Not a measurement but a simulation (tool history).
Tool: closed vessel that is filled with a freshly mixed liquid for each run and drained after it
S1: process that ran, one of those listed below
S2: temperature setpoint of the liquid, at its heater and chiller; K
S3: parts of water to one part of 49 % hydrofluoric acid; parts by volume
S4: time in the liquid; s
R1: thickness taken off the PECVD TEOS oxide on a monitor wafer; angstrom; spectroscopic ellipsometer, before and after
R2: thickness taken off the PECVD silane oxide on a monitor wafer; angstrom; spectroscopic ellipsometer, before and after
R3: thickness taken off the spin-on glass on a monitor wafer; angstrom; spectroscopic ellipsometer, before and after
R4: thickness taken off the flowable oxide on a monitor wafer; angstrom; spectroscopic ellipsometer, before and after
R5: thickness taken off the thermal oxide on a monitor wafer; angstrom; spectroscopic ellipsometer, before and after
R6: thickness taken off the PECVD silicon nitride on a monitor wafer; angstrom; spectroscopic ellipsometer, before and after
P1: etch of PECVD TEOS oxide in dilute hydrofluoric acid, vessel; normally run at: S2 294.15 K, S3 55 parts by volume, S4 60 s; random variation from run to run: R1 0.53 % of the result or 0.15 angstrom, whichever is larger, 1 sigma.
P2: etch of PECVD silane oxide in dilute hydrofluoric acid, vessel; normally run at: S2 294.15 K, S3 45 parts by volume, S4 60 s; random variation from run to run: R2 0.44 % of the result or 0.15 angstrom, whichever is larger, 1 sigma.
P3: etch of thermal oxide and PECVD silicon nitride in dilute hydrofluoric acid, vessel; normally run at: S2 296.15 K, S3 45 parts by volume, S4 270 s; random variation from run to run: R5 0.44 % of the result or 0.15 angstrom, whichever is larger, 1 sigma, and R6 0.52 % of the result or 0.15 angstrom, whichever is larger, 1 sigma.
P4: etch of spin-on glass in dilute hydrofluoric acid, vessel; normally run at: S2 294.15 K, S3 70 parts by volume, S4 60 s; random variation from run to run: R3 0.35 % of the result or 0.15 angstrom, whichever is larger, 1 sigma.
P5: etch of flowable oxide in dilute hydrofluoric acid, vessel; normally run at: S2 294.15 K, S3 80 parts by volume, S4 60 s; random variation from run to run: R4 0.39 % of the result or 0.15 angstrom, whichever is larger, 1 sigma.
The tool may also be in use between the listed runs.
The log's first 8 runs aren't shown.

Run 9, hour 72.5: S1 P1, S2 294.15 K, S3 90 parts by volume, S4 60 s. Result: R1 168.77 angstrom.
Run 10, hour 81.7: S1 P2, S2 294.15 K, S3 45 parts by volume, S4 60 s. Result: R2 492.14 angstrom.
Run 11, hour 87: S1 P1, S2 294.15 K, S3 55 parts by volume, S4 60 s. Result: R1 284.19 angstrom.
Run 12, hour 97.5: S1 P1, S2 294.15 K, S3 55 parts by volume, S4 60 s. Result: R1 284.37 angstrom.
Run 13, hour 106.6: S1 P1, S2 290.15 K, S3 55 parts by volume, S4 60 s. Result: R1 240.61 angstrom.
Run 14, hour 116.8: S1 P4, S2 294.15 K, S3 70 parts by volume, S4 60 s. Result: R3 233.25 angstrom.
Run 15, hour 121.8: S1 P3, S2 296.15 K, S3 70 parts by volume, S4 270 s. Result: R5 190.16 angstrom, R6 186.03 angstrom.
Run 16, hour 132.5: S1 P5, S2 290.15 K, S3 80 parts by volume, S4 60 s. Result: R4 271.87 angstrom.
Run 17, hour 141.5: S1 P5, S2 294.15 K, S3 80 parts by volume, S4 30 s. Result: R4 161.47 angstrom.
Run 18, hour 151.3: S1 P4, S2 294.15 K, S3 70 parts by volume, S4 60 s. Result: R3 232.57 angstrom.
Run 19, hour 160.8: S1 P1, S2 294.15 K, S3 20 parts by volume, S4 60 s. Result: R1 829.01 angstrom.
Run 20, hour 165.7: S1 P1, S2 294.15 K, S3 55 parts by volume, S4 60 s. Result: R1 288.4 angstrom.
Run 21, hour 172.8: S1 P1, S2 294.15 K, S3 55 parts by volume, S4 30 s. Result: R1 144.19 angstrom.
At hour 175.1: hydrofluoric acid flow meter replaced.
Run 22, hour 179.4: S1 P2, S2 294.15 K, S3 75 parts by volume, S4 60 s. Result: R2 284.03 angstrom.
Run 23, hour 188.5: S1 P4, S2 294.15 K, S3 70 parts by volume, S4 30 s. Result: R3 116.12 angstrom.
Run 24, hour 196.6: S1 P3, S2 296.15 K, S3 45 parts by volume, S4 270 s. Result: R5 307.93 angstrom, R6 283.63 angstrom.
Run 25, hour 202.7: S1 P1, S2 298.65 K, S3 55 parts by volume, S4 90 s. Result: R1 512.48 angstrom.
Run 26, hour 213.2: S1 P3, S2 296.15 K, S3 45 parts by volume, S4 520 s. Result: R5 591.49 angstrom, R6 550.07 angstrom.

Forecast run 27:
Run 27, hour 222.3: S1 P1, S2 294.15 K, S3 90 parts by volume, S4 35 s. Result: R1 ?.

{"run 27": {"R1": 97.823}}
